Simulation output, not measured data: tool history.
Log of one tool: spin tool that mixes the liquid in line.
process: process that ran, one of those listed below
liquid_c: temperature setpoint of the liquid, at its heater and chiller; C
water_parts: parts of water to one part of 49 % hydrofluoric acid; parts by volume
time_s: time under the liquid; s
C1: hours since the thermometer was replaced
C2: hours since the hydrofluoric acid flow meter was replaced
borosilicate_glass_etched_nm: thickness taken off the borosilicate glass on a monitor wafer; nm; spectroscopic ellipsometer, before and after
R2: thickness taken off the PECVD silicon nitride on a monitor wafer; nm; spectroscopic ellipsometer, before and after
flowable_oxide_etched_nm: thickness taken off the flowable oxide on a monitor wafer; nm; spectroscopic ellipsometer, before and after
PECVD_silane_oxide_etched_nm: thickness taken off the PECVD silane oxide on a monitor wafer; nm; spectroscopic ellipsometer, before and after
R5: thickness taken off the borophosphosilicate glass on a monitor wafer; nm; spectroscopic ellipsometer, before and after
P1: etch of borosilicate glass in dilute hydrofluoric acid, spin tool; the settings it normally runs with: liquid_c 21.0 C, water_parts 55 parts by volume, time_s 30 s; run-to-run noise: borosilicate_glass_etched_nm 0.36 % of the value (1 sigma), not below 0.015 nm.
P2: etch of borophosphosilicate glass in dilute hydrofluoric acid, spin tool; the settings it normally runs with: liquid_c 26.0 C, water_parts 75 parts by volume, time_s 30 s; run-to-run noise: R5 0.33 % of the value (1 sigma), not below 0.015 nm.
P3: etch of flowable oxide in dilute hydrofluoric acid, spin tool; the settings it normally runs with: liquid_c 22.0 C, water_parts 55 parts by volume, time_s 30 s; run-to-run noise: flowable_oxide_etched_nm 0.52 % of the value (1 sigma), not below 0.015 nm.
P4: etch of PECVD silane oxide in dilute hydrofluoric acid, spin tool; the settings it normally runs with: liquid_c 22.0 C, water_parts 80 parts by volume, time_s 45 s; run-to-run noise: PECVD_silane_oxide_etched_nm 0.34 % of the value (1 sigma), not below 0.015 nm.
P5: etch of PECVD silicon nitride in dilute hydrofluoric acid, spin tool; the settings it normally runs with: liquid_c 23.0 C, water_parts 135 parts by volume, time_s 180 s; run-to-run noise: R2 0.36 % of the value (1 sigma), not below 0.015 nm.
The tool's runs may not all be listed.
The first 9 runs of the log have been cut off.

Run 10, hour 151.5: process P4, liquid_c 17.0 C, water_parts 80 parts by volume, time_s 45 s; C1 646.3; C2 808.6. Result: PECVD_silane_oxide_etched_nm 6.6702 nm.
Run 11, hour 161.2: process P4, liquid_c 22.0 C, water_parts 80 parts by volume, time_s 15 s; C1 656.0; C2 818.3. Result: PECVD_silane_oxide_etched_nm 2.7725 nm.
Run 12, hour 177.0: process P5, liquid_c 23.0 C, water_parts 135 parts by volume, time_s 180 s; C1 671.8; C2 834.1. Result: R2 7.07380 nm.
Run 13, hour 188.2: process P3, liquid_c 22.0 C, water_parts 85 parts by volume, time_s 30 s; C1 683.0; C2 845.3. Result: flowable_oxide_etched_nm 9.3097 nm.
Run 14, hour 202.4: process P5, liquid_c 23.0 C, water_parts 35 parts by volume, time_s 180 s; C1 697.2; C2 859.5. Result: R2 26.57600 nm.
Run 15, hour 213.0: process P1, liquid_c 21.0 C, water_parts 55 parts by volume, time_s 30 s; C1 707.8; C2 870.1. Result: borosilicate_glass_etched_nm 20.3070 nm.
Run 16, hour 225.5: process P4, liquid_c 22.0 C, water_parts 80 parts by volume, time_s 45 s; C1 720.3; C2 882.6. Result: PECVD_silane_oxide_etched_nm 8.2160 nm.
Run 17, hour 241.1: process P2, liquid_c 26.0 C, water_parts 75 parts by volume, time_s 15 s; C1 735.9; C2 898.2. Result: R5 9.8764 nm.
Run 18, hour 255.1: process P1, liquid_c 21.0 C, water_parts 55 parts by volume, time_s 30 s; C1 749.9; C2 912.2. Result: borosilicate_glass_etched_nm 20.3380 nm.
At hour 259.9: hydrofluoric acid flow meter replaced.
Run 19, hour 263.6: process P1, liquid_c 21.0 C, water_parts 55 parts by volume, time_s 30 s; C1 758.4; C2 3.8. Result: borosilicate_glass_etched_nm 20.4010 nm.
Run 20, hour 280.3: process P1, liquid_c 21.0 C, water_parts 55 parts by volume, time_s 50 s; C1 775.1; C2 20.5. Result: borosilicate_glass_etched_nm 33.7500 nm.
Run 21, hour 291.4: process P1, liquid_c 21.0 C, water_parts 95 parts by volume, time_s 15 s; C1 786.2; C2 31.6. Result: borosilicate_glass_etched_nm 5.6176 nm.
Run 22, hour 309.0: process P5, liquid_c 23.0 C, water_parts 135 parts by volume, time_s 15 s; C1 803.8; C2 49.2. Result: R2 0.60843 nm.
Run 23, hour 317.5: process P3, liquid_c 22.0 C, water_parts 55 parts by volume, time_s 15 s; C1 812.3; C2 57.7. Result: flowable_oxide_etched_nm 7.4146 nm.
Run 24, hour 335.7: process P2, liquid_c 26.0 C, water_parts 75 parts by volume, time_s 30 s; C1 830.5; C2 75.9. Result: R5 19.7850 nm.
Run 25, hour 352.7: process P1, liquid_c 21.0 C, water_parts 55 parts by volume, time_s 30 s; C1 847.5; C2 92.9. Result: borosilicate_glass_etched_nm 20.3570 nm.
Run 26, hour 369.3: process P3, liquid_c 18.0 C, water_parts 55 parts by volume, time_s 30 s; C1 864.1; C2 109.5. Result: flowable_oxide_etched_nm 12.5750 nm.
Run 27, hour 380.1: process P2, liquid_c 26.0 C, water_parts 25 parts by volume, time_s 30 s; C1 874.9; C2 120.3. Result: R5 63.8330 nm.
Run 28, hour 393.6: process P2, liquid_c 21.5 C, water_parts 75 parts by volume, time_s 30 s; C1 888.4; C2 133.8. Result: R5 16.4920 nm.
Run 29, hour 404.3: process P1, liquid_c 17.0 C, water_parts 55 parts by volume, time_s 30 s; C1 899.1; C2 144.5. Result: borosilicate_glass_etched_nm 17.1450 nm.
Run 30, hour 414.2: process P1, liquid_c 21.0 C, water_parts 55 parts by volume, time_s 15 s; C1 909.0; C2 154.4. Result: borosilicate_glass_etched_nm 10.2530 nm.
Run 31, hour 429.8: process P1, liquid_c 21.0 C, water_parts 55 parts by volume, time_s 30 s; C1 924.6; C2 170.0. Result: borosilicate_glass_etched_nm 20.3550 nm.
Run 32, hour 449.1: process P1, liquid_c 21.0 C, water_parts 55 parts by volume, time_s 30 s; C1 943.9; C2 189.3. Result: borosilicate_glass_etched_nm 21.5060 nm.

Expected results for the next run?
Run 33, hour 461.7: process P1, liquid_c 21.0 C, water_parts 55 parts by volume, time_s 30 s; C1 956.5; C2 201.9. Result: borosilicate_glass_etched_nm ?.

borosilicate_glass_etched_nm: 21.7840 nm

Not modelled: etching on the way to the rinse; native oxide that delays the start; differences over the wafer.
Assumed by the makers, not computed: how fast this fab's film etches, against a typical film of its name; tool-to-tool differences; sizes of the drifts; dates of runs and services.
